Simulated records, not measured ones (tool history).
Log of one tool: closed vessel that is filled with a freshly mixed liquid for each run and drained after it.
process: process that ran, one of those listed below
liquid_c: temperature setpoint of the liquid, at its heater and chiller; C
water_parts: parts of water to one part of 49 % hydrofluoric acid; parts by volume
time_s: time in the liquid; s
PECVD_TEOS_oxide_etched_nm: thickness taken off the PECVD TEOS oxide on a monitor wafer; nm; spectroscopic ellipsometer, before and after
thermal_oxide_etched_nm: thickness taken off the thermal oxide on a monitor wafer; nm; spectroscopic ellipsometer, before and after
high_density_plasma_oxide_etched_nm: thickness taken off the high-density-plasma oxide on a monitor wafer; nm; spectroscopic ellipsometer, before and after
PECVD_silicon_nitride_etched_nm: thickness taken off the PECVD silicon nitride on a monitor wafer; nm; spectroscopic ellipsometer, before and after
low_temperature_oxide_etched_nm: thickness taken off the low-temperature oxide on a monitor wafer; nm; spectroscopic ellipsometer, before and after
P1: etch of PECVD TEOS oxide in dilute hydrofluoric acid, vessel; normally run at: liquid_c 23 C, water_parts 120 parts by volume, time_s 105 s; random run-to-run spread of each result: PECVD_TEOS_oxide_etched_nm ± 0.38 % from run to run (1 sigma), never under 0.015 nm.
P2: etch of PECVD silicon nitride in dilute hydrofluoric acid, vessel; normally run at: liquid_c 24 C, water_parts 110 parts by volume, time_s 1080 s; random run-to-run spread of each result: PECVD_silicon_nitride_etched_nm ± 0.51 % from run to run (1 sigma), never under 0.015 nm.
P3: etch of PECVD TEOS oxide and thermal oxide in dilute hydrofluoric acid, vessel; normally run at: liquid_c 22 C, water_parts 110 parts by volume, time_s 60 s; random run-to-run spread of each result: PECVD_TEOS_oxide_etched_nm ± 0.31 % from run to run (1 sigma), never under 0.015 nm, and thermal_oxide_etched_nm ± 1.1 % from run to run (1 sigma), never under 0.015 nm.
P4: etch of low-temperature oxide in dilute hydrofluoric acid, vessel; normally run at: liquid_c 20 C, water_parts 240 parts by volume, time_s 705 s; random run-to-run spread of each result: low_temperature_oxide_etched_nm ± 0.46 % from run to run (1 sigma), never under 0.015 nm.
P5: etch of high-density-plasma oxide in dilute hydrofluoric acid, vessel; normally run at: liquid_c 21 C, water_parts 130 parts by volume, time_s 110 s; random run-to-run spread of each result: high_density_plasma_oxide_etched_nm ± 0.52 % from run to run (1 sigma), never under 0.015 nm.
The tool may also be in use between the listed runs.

run	hour	process	liquid_c	water_parts	time_s	hours since the thermometer was replaced	hours since the hydrofluoric acid flow meter was replaced	PECVD_TEOS_oxide_etched_nm	thermal_oxide_etched_nm	high_density_plasma_oxide_etched_nm	PECVD_silicon_nitride_etched_nm	low_temperature_oxide_etched_nm
1	5.8	P1	23	120	105	790.1	320.5	15.304				
2	10.2	P1	23	120	105	794.5	324.9	15.264				
3	13.3	P1	27.5	120	180	797.6	328	31.23				
4	17.5	P1	18	65	105	801.8	332.2	24.444				
5	21.7	P3	22	110	60	806	336.4	6.7541	2.4038			
6	27.3	P5	21	130	110	811.6	342			5.0278		
7	30.1	P1	23	45	105	814.4	344.8	44.82				
8	33.5	P5	21	130	30	817.8	348.2			1.3842		
9	38.1	P1	23	120	105	822.4	352.8	15.367				
10	43	P3	22	110	60	827.3	357.7	6.6982	2.4003			
11	48.4	P3	22	110	100	832.7	363.1	11.133	3.9666			
12	54.6	P2	24	35	1080	838.9	369.3				109.14	
13	58.7	P4	20	240	210	843	373.4					8.9326
14	64.9	P1	17	120	105	849.2	379.6	12.061				
15	68.5	P5	21	130	110	852.8	383.2			4.9551		
16	72.6	P3	17	110	60	856.9	387.3	5.4877	1.9401			
17	77.3	P5	21	210	110	861.6	392			2.8597		
18	81.4	P1	23	120	105	865.7	396.1	15.229				
19	84.9	P1	23	120	175	869.2	399.6	25.612				
20	88.7	P4	20	110	705	873	403.4					74.682
21	93.4	P2	28.5	110	1080	877.7	408.1				47.434	
22	97.2	P4	26.5	240	705	881.5	411.9					37.746
23	101.7	P5	17	130	110	886	416.4			4.2556		
24	107.6	P1	23	190	105	891.9	422.3	8.9207				
25	111	P2	24	110	1750	895.3	425.7				57.554	
26	115.1	P4	20	240	705	899.4	429.8					29.825
27	120.5	P1	23	120	45	904.8	435.2	6.5967				
28	125.9	P2	24	110	1080	910.2	440.6				35.43	
29	131.5	P3	22	160	60	915.8	446.2	4.3703	1.5814			
30	136.6	P1	27	120	105	920.9	451.3	17.931				
31	140.3	P1	23	120	105	924.6	455	15.364				
32	146.2	P1	23	120	105	930.5	460.9	15.826				
33	151	P1	23	120	105	935.3	465.7	16.059				
34	155	P1	23	120	105	939.3	469.7	16.255				
35	160.1	P1	23	120	105	944.4	474.8	16.309				
36	162.9	P1	23	120	105	947.2	477.6	16.299				
37	168.6	P1	23	120	105	952.9	483.3	16.398				
38	172	P1	23	120	105	956.3	486.7	16.439				
39	177.5	P1	23	120	105	961.8	492.2	16.51				
40	183.1	P1	23	120	105	967.4	497.8	16.54				
41	187.4	P1	23	120	105	971.7	502.1	16.565				
42	193	P1	23	120	105	977.3	507.7	16.544				

What P1 gives has crept away from where it was. These 2 causes fit the log equally well, each at the size given:
A: hydrofluoric acid flow above the setpoint (%) = 7.06
B: liquid hotter than its thermometer reads (K) = 1.99
The gradual shift began around hour 140.3.

Of the 4 check runs listed below, each run on one wafer and each result written as a question mark, which would let you distinguish the listed causes because they would give clearly different results?
check 1	198.6	P5	21	130	110					?		
check 2	198.6	P4	20	240	705							?
check 3	198.6	P3	22	110	60			?	?			
check 4	198.6	P2	24	110	1080						?	

Predicted outcomes, by check and by cause:
check	result	if A	if B
check 1	high_density_plasma_oxide_etched_nm	5.406	5.4116
check 2	low_temperature_oxide_etched_nm	32.612	32.319
check 3	PECVD_TEOS_oxide_etched_nm	7.2649	7.2824
check 3	thermal_oxide_etched_nm	2.5818	2.5881
check 4	PECVD_silicon_nitride_etched_nm	37.928	40.361
How far apart the two closest causes lie, in the result that separates them most: check 1 0.1 %; check 2 0.9 %; check 3 0.24 %; check 4 6.22 %
The other checks would show nearly matching results whichever cause is true, so check 4 is the only one that separates the causes.

The results of check 4 are: PECVD_silicon_nitride_etched_nm 40.241 nm. Based on these, which of the listed causes is it?

It is B: liquid hotter than its thermometer reads (K).
